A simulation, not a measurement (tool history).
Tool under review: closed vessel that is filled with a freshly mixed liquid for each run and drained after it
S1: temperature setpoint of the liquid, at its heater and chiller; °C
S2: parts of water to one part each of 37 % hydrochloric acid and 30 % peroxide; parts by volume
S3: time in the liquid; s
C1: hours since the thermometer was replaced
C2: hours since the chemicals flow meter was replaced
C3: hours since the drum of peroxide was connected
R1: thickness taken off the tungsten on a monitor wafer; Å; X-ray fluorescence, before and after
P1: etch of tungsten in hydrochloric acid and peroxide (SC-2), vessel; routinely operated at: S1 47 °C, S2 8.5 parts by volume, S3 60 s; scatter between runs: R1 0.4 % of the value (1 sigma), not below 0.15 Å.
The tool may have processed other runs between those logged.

run,hour,S1,S2,S3,C1,C2,C3,R1
1,5.5,47,8.5,60,376.4,414.8,617.5,177.33
2,10.5,47,8.5,60,381.4,419.8,622.5,178.48
3,14.4,47,13.5,110,385.3,423.7,626.4,221.43
4,17.9,38.5,8.5,60,388.8,427.2,629.9,97.861
5,23.9,55.5,8.5,60,394.8,433.2,635.9,311.91
6,29.5,47,8.5,60,400.4,438.8,641.5,177.54
7,33.7,59,8.5,90,404.6,443,645.7,591.94
8,38.3,47,12.5,30,409.2,447.6,650.3,65.03
9,42,47,8.5,30,412.9,451.3,654,89.384
10,45.7,47,8.5,60,416.6,455,657.7,178.68
11,49.5,47,8.5,60,420.4,458.8,661.5,179.38
12,54.9,47,8.5,60,425.8,464.2,666.9,178.74
13,60.9,47,13,60,431.8,470.2,672.9,125.57
14,67.8,47,8.5,115,438.7,477.1,679.8,340.45
15,73,47,8.5,60,443.9,482.3,685,177.76
16,78.7,47,4,60,449.6,488,690.7,314.2
17,83.4,47,8.5,60,454.3,492.7,695.4,177.59
18,89.4,47,8.5,60,460.3,498.7,701.4,171.59

The next listed run, before its measurement:
19,95.9,47,8.5,60,466.8,505.2,707.9,?

R1: 168.26 Å
